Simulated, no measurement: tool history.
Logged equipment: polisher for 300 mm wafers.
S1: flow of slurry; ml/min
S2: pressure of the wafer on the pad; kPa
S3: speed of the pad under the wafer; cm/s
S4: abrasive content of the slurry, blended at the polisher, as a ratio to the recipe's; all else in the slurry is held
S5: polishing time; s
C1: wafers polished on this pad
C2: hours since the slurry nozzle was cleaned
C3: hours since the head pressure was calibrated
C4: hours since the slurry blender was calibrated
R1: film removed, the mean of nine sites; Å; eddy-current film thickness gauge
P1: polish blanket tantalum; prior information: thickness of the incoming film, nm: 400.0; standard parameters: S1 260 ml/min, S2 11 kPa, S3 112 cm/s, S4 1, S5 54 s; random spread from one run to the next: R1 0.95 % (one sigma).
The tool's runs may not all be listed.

run	day	S1	S2	S3	S4	S5	C1	C2	C3	C4	R1
1	0.483	260	11	112	1	54	165	87	224.9	64.7	932.19
2	0.871	260	11	112	1	54	225	96.3	234.2	74	937.81
3	1.354	260	11	112	1.25	41	301	107.9	245.8	85.6	743.55
4	1.762	155	11	112	1	54	365	117.7	255.6	95.4	861.53
5	2.238	155	11	80	1	54	439	129.1	267	106.8	611.1
6	2.517	260	4.8	112	1	54	482	135.8	273.7	113.5	405.94
7	2.808	260	11	112	1.45	54	528	142.8	280.7	120.5	1007.2
# day 3.171: slurry blender recalibrated
8	3.367	260	11	52	1	54	615	156.2	294.1	4.8	431.57
9	3.817	260	11	112	1	83	685	167	304.9	15.6	1413.2
10	4.242	260	11	112	0.5	54	752	177.2	315.1	25.8	719.32
11	4.575	260	11	172	1	54	804	185.2	323.1	33.8	1429.4

Run 12 comes next. What will it give?
12	4.925	260	11	112	1	28	859	193.6	331.5	42.2	?

{"run 12": {"R1": 474.94}}
